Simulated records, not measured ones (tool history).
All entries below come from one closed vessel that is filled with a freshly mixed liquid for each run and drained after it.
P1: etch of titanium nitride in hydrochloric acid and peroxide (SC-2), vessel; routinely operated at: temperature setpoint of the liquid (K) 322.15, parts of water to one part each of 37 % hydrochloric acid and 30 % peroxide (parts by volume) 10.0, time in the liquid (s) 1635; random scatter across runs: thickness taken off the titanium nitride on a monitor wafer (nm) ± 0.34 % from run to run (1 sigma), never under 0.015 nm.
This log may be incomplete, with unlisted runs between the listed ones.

| run | day | temperature setpoint of the liquid (K) | parts of water to one part each of 37 % hydrochloric acid and 30 % peroxide (parts by volume) | time in the liquid (s) | hours since the thermometer was replaced | hours since the chemicals flow meter was replaced | hours since the drum of peroxide was connected | thickness taken off the titanium nitride on a monitor wafer (nm) |
|---|---|---|---|---|---|---|---|---|
| 1 | 0.629 | 322.15 | 10.0 | 1635 | 1403.0 | 500.0 | 265.7 | 29.9850 |
| 2 | 1.221 | 322.15 | 10.0 | 1635 | 1417.2 | 514.2 | 279.9 | 30.0300 |
| 3 | 1.654 | 322.15 | 10.0 | 1635 | 1427.6 | 524.6 | 290.3 | 30.0680 |
| 4 | 2.196 | 338.15 | 10.0 | 1635 | 1440.6 | 537.6 | 303.3 | 84.0990 |
| 5 | 2.721 | 310.65 | 14.5 | 1635 | 1453.2 | 550.2 | 315.9 | 9.7638 |
| 6 | 3.100 | 322.15 | 4.0 | 1635 | 1462.3 | 559.3 | 325.0 | 59.8460 |
| 7 | 3.729 | 308.15 | 10.0 | 1635 | 1477.4 | 574.4 | 340.1 | 11.1330 |
| 8 | 4.275 | 322.15 | 17.0 | 110 | 1490.5 | 587.5 | 353.2 | 1.2932 |
| 9 | 4.612 | 322.15 | 10.0 | 1635 | 1498.6 | 595.6 | 361.3 | 30.0280 |
| 10 | 4.992 | 322.15 | 10.0 | 1635 | 1507.7 | 604.7 | 370.4 | 29.9540 |
| 11 | 5.292 | 322.15 | 15.5 | 1635 | 1514.9 | 611.9 | 377.6 | 20.4110 |
| 12 | 5.700 | 322.15 | 10.0 | 80 | 1524.7 | 621.7 | 387.4 | 1.4380 |
| 13 | 6.046 | 322.15 | 10.0 | 2595 | 1533.0 | 630.0 | 395.7 | 47.9620 |
| 14 | 6.475 | 322.15 | 10.0 | 1635 | 1543.3 | 640.3 | 406.0 | 29.9720 |
| 15 | 6.904 | 322.15 | 10.0 | 1635 | 1553.6 | 650.6 | 416.3 | 29.9930 |
| 16 | 7.379 | 322.15 | 10.0 | 1635 | 1565.0 | 662.0 | 427.7 | 30.8230 |

Forecast run 17:
| 17 | 7.683 | 322.15 | 10.0 | 1635 | 1572.3 | 669.3 | 435.0 | ? |

Run 17 came out at thickness taken off the titanium nitride on a monitor wafer (nm) 31.2490.

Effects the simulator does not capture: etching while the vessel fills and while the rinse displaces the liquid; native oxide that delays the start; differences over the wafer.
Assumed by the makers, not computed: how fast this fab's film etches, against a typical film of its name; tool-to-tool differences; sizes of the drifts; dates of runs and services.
